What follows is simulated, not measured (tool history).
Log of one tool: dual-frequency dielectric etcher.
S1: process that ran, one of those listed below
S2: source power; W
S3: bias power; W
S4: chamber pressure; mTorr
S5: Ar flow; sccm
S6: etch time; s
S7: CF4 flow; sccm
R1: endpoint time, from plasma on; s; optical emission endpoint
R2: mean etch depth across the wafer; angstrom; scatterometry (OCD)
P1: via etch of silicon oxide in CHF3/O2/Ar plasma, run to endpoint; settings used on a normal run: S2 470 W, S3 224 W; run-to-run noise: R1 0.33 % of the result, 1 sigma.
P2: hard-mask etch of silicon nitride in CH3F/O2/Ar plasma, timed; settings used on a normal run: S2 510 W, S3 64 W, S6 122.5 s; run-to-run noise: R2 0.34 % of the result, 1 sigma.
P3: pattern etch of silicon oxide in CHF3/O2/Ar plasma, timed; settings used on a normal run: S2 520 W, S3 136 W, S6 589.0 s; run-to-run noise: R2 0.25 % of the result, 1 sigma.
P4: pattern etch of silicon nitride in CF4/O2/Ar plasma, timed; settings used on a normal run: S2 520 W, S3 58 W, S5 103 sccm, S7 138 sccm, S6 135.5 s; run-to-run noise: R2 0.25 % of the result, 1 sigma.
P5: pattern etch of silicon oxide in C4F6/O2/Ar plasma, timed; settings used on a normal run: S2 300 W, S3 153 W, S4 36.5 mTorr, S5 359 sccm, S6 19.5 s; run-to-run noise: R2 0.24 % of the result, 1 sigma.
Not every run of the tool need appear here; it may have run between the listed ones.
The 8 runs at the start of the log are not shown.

run     day  S1   S2   S3    S4   S5     S6   S7      R1        R2
  9   2.875  P4  520   58        103  185.5  138           4041.90
 10   3.329  P2  510   64              67.5                 503.14
 11   3.675  P5  300  153  36.5  494   19.5                 496.39
 12   4.042  P1  470  173                         283.13
 13   4.392  P2  510   64             122.5                 915.18
 14   4.800  P4  520   58        103  135.5  138           2967.70
 15   5.204  P1  470  276                         239.24
 16   5.542  P1  650  224                         228.79
 17   5.983  P4  520   41        103  135.5  138           2622.40
 18   6.350  P4  520   58         75  135.5  138           3040.90
 19   6.804  P1  320  299                         268.04
 20   7.088  P3  520  136             396.0                6792.20
 21   7.408  P1  470  224                         258.82
 22   7.650  P1  380  302                         250.34
      7.925  -- bias power generator calibrated
 23   7.992  P1  470  224                         259.59
 24   8.225  P4  520   58        103  135.5  104           2872.90
 25   8.500  P4  320   58        103  135.5  138           1941.40
 26   8.933  P3  520  168             589.0               10772.00
 27   9.250  P2  510   64             122.5                 910.37
 28   9.575  P5  300  109  36.5  359   19.5                 465.33
 29   9.942  P5  300  153  36.5  359   19.5                 514.50
 30  10.208  P1  470  224                         259.80
 31  10.654  P1  290  224                         309.97

Run 32 is up next; what results do you expect?
 32  10.954  P5  300  153  25.5  359  19.5           ?

For run 32 the tool returned R2 536.46 angstrom.

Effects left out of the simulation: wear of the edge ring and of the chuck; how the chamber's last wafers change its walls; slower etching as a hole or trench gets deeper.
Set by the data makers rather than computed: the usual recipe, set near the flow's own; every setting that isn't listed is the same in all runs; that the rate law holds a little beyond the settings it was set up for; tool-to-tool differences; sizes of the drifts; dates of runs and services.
